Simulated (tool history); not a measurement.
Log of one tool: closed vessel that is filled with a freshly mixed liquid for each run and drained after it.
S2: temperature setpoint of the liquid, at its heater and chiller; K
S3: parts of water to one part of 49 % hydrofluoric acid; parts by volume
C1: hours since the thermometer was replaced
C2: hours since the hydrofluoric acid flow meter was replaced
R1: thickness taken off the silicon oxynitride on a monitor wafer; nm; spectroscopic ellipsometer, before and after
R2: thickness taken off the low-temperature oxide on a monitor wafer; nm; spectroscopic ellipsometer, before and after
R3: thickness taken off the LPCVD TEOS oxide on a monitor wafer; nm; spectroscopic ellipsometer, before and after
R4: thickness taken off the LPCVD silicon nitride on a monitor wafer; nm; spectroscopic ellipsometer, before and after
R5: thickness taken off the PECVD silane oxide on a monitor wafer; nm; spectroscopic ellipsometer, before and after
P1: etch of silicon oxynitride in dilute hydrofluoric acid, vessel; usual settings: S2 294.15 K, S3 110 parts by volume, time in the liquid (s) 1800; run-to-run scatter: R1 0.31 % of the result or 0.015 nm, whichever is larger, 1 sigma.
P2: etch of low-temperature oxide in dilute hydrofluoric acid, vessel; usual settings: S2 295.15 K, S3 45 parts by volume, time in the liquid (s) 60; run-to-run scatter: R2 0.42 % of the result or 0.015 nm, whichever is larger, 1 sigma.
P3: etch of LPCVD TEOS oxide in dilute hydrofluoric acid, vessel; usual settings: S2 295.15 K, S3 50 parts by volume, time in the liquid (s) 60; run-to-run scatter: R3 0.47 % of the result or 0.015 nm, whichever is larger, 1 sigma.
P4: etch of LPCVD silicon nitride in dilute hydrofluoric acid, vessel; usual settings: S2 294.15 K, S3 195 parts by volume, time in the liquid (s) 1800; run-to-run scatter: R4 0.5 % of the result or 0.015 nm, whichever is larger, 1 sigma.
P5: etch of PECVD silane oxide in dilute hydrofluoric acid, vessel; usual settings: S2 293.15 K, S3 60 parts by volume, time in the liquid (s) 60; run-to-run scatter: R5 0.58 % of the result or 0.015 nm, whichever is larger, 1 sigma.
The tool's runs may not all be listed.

{"run": 1, "hour": 5.0, "process that ran": "P1", "S2": 294.15, "S3": 110, "time in the liquid (s)": 1800, "C1": 234, "C2": 341, "R1": 35.529}
{"run": 2, "hour": 7.9, "process that ran": "P2", "S2": 295.15, "S3": 45, "time in the liquid (s)": 60, "C1": 236.9, "C2": 343.9, "R2": 20.006}
{"run": 3, "hour": 13.2, "process that ran": "P3", "S2": 301.65, "S3": 50, "time in the liquid (s)": 60, "C1": 242.2, "C2": 349.2, "R3": 84.218}
{"run": 4, "hour": 17.6, "process that ran": "P2", "S2": 295.15, "S3": 45, "time in the liquid (s)": 60, "C1": 246.6, "C2": 353.6, "R2": 19.996}
{"run": 5, "hour": 21.5, "process that ran": "P1", "S2": 294.15, "S3": 110, "time in the liquid (s)": 920, "C1": 250.5, "C2": 357.5, "R1": 18.115}
{"run": 6, "hour": 25.9, "process that ran": "P1", "S2": 294.15, "S3": 190, "time in the liquid (s)": 1800, "C1": 254.9, "C2": 361.9, "R1": 19.386}
{"run": 7, "hour": 28.4, "process that ran": "P1", "S2": 294.15, "S3": 110, "time in the liquid (s)": 1800, "C1": 257.4, "C2": 364.4, "R1": 35.485}
{"run": 8, "hour": 31.3, "process that ran": "P4", "S2": 294.15, "S3": 195, "time in the liquid (s)": 1800, "C1": 260.3, "C2": 367.3, "R4": 4.2126}
{"run": 9, "hour": 36.1, "process that ran": "P1", "S2": 294.15, "S3": 70, "time in the liquid (s)": 3370, "C1": 265.1, "C2": 372.1, "R1": 106.85}
{"run": 10, "hour": 40.6, "process that ran": "P2", "S2": 295.15, "S3": 45, "time in the liquid (s)": 30, "C1": 269.6, "C2": 376.6, "R2": 10.041}
{"run": 11, "hour": 46.0, "process that ran": "P3", "S2": 295.15, "S3": 50, "time in the liquid (s)": 60, "C1": 275, "C2": 382, "R3": 64.697}
{"run": 12, "hour": 49.4, "process that ran": "P5", "S2": 298.15, "S3": 60, "time in the liquid (s)": 60, "C1": 278.4, "C2": 385.4, "R5": 53.473}
{"run": 13, "hour": 53.5, "process that ran": "P5", "S2": 293.15, "S3": 60, "time in the liquid (s)": 30, "C1": 282.5, "C2": 389.5, "R5": 21.769}
{"run": 14, "hour": 57.2, "process that ran": "P1", "S2": 294.15, "S3": 65, "time in the liquid (s)": 1800, "C1": 286.2, "C2": 393.2, "R1": 62.186}
{"run": 15, "hour": 62.3, "process that ran": "P1", "S2": 290.15, "S3": 110, "time in the liquid (s)": 1800, "C1": 291.3, "C2": 398.3, "R1": 29.085}
{"run": 16, "hour": 67.3, "process that ran": "P5", "S2": 293.15, "S3": 85, "time in the liquid (s)": 60, "C1": 296.3, "C2": 403.3, "R5": 30.1}
{"run": 17, "hour": 72.3, "process that ran": "P3", "S2": 295.15, "S3": 50, "time in the liquid (s)": 60, "C1": 301.3, "C2": 408.3, "R3": 63.929}
{"run": 18, "hour": 76.2, "process that ran": "P1", "S2": 300.65, "S3": 110, "time in the liquid (s)": 1800, "C1": 305.2, "C2": 412.2, "R1": 48.363}
{"run": 19, "hour": 79.1, "process that ran": "P1", "S2": 294.15, "S3": 110, "time in the liquid (s)": 1800, "C1": 308.1, "C2": 415.1, "R1": 35.427}
{"run": 20, "hour": 83.4, "process that ran": "P4", "S2": 294.15, "S3": 290, "time in the liquid (s)": 1800, "C1": 312.4, "C2": 419.4, "R4": 2.8047}
{"run": 21, "hour": 86.6, "process that ran": "P3", "S2": 295.15, "S3": 20, "time in the liquid (s)": 60, "C1": 315.6, "C2": 422.6, "R3": 167.89}
{"run": 22, "hour": 90.2, "process that ran": "P4", "S2": 294.15, "S3": 195, "time in the liquid (s)": 1800, "C1": 319.2, "C2": 426.2, "R4": 4.1762}
{"run": 23, "hour": 94.9, "process that ran": "P4", "S2": 294.15, "S3": 195, "time in the liquid (s)": 3220, "C1": 323.9, "C2": 430.9, "R4": 7.5252}
{"run": 24, "hour": 98.0, "process that ran": "P5", "S2": 293.15, "S3": 60, "time in the liquid (s)": 60, "C1": 327, "C2": 434, "R5": 44.011}
{"run": 25, "hour": 103.0, "process that ran": "P2", "S2": 295.15, "S3": 70, "time in the liquid (s)": 60, "C1": 332, "C2": 439, "R2": 12.386}
{"run": 26, "hour": 107.8, "process that ran": "P1", "S2": 294.15, "S3": 110, "time in the liquid (s)": 3430, "C1": 336.8, "C2": 443.8, "R1": 67.414}
{"run": 27, "hour": 112.7, "process that ran": "P5", "S2": 293.15, "S3": 60, "time in the liquid (s)": 60, "C1": 341.7, "C2": 448.7, "R5": 43.859}
{"run": 28, "hour": 116.2, "process that ran": "P3", "S2": 295.15, "S3": 50, "time in the liquid (s)": 110, "C1": 345.2, "C2": 452.2, "R3": 118.68}
{"run": 29, "hour": 121.4, "process that ran": "P4", "S2": 290.15, "S3": 195, "time in the liquid (s)": 1800, "C1": 350.4, "C2": 457.4, "R4": 3.1999}
{"run": 30, "hour": 125.7, "process that ran": "P2", "S2": 290.15, "S3": 45, "time in the liquid (s)": 60, "C1": 354.7, "C2": 461.7, "R2": 16.125}
{"run": 31, "hour": 128.5, "process that ran": "P1", "S2": 290.15, "S3": 110, "time in the liquid (s)": 795, "C1": 357.5, "C2": 464.5, "R1": 12.888}
{"run": 32, "hour": 132.5, "process that ran": "P1", "S2": 294.15, "S3": 110, "time in the liquid (s)": 1800, "C1": 361.5, "C2": 468.5, "R1": 35.568}
{"run": 33, "hour": 135.1, "process that ran": "P1", "S2": 294.15, "S3": 110, "time in the liquid (s)": 1800, "C1": 364.1, "C2": 471.1, "R1": 35.359}
{"run": 34, "hour": 140.0, "process that ran": "P1", "S2": 294.15, "S3": 110, "time in the liquid (s)": 1800, "C1": 369, "C2": 476, "R1": 35.451}
{"run": 35, "hour": 145.5, "process that ran": "P1", "S2": 294.15, "S3": 110, "time in the liquid (s)": 1800, "C1": 374.5, "C2": 481.5, "R1": 36.604}
{"run": 36, "hour": 148.9, "process that ran": "P1", "S2": 294.15, "S3": 110, "time in the liquid (s)": 1800, "C1": 377.9, "C2": 484.9, "R1": 36.915}
{"run": 37, "hour": 153.6, "process that ran": "P1", "S2": 294.15, "S3": 110, "time in the liquid (s)": 1800, "C1": 382.6, "C2": 489.6, "R1": 37.574}
{"run": 38, "hour": 157.9, "process that ran": "P1", "S2": 294.15, "S3": 110, "time in the liquid (s)": 1800, "C1": 386.9, "C2": 493.9, "R1": 37.931}
{"run": 39, "hour": 161.6, "process that ran": "P1", "S2": 294.15, "S3": 110, "time in the liquid (s)": 1800, "C1": 390.6, "C2": 497.6, "R1": 38.197}
{"run": 40, "hour": 166.0, "process that ran": "P1", "S2": 294.15, "S3": 110, "time in the liquid (s)": 1800, "C1": 395, "C2": 502, "R1": 38.232}
{"run": 41, "hour": 170.7, "process that ran": "P1", "S2": 294.15, "S3": 110, "time in the liquid (s)": 1800, "C1": 399.7, "C2": 506.7, "R1": 38.219}
{"run": 42, "hour": 174.0, "process that ran": "P1", "S2": 294.15, "S3": 110, "time in the liquid (s)": 1800, "C1": 403, "C2": 510, "R1": 38.143}
{"run": 43, "hour": 177.5, "process that ran": "P1", "S2": 294.15, "S3": 110, "time in the liquid (s)": 1800, "C1": 406.5, "C2": 513.5, "R1": 38.507}
{"run": 44, "hour": 182.7, "process that ran": "P1", "S2": 294.15, "S3": 110, "time in the liquid (s)": 1800, "C1": 411.7, "C2": 518.7, "R1": 38.411}

What P1 gives has crept away from where it was. These 2 causes fit the log equally well, each at the size given:
A: liquid hotter than its thermometer reads (K) = 1.65
B: hydrofluoric acid flow above the setpoint (%) = 7.55
The creep began at about hour 140.

4 check runs are offered, each on 2 wafers whose results are averaged, their results left as question marks. Which one tells the causes apart?
{"run": "check 1", "hour": 187.9, "process that ran": "P4", "S2": 290.15, "S3": 195, "time in the liquid (s)": 1800, "R4": "?"}
{"run": "check 2", "hour": 187.9, "process that ran": "P5", "S2": 293.15, "S3": 60, "time in the liquid (s)": 30, "R5": "?"}
{"run": "check 3", "hour": 187.9, "process that ran": "P2", "S2": 291.65, "S3": 45, "time in the liquid (s)": 35, "R2": "?"}
{"run": "check 4", "hour": 187.9, "process that ran": "P3", "S2": 295.15, "S3": 30, "time in the liquid (s)": 60, "R3": "?"}

What each check would give under each cause:
check=check_1 result=R4 if_A=3.5903 if_B=3.4468
check=check_2 result=R5 if_A=23.48 if_B=23.683
check=check_3 result=R2 if_A=10.743 if_B=10.806
check=check_4 result=R3 if_A=117.74 if_B=118.45
How far apart the two closest causes lie, in the result that separates them most: check 1 4.08 %; check 2 0.86 %; check 3 0.58 %; check 4 0.6 %
Only check 1 tells the causes apart: in the others they would give nearly the same result.

Check 1 was then run and gave: R4 3.4481 nm. Which cause is it?

It is B: hydrofluoric acid flow above the setpoint (%).
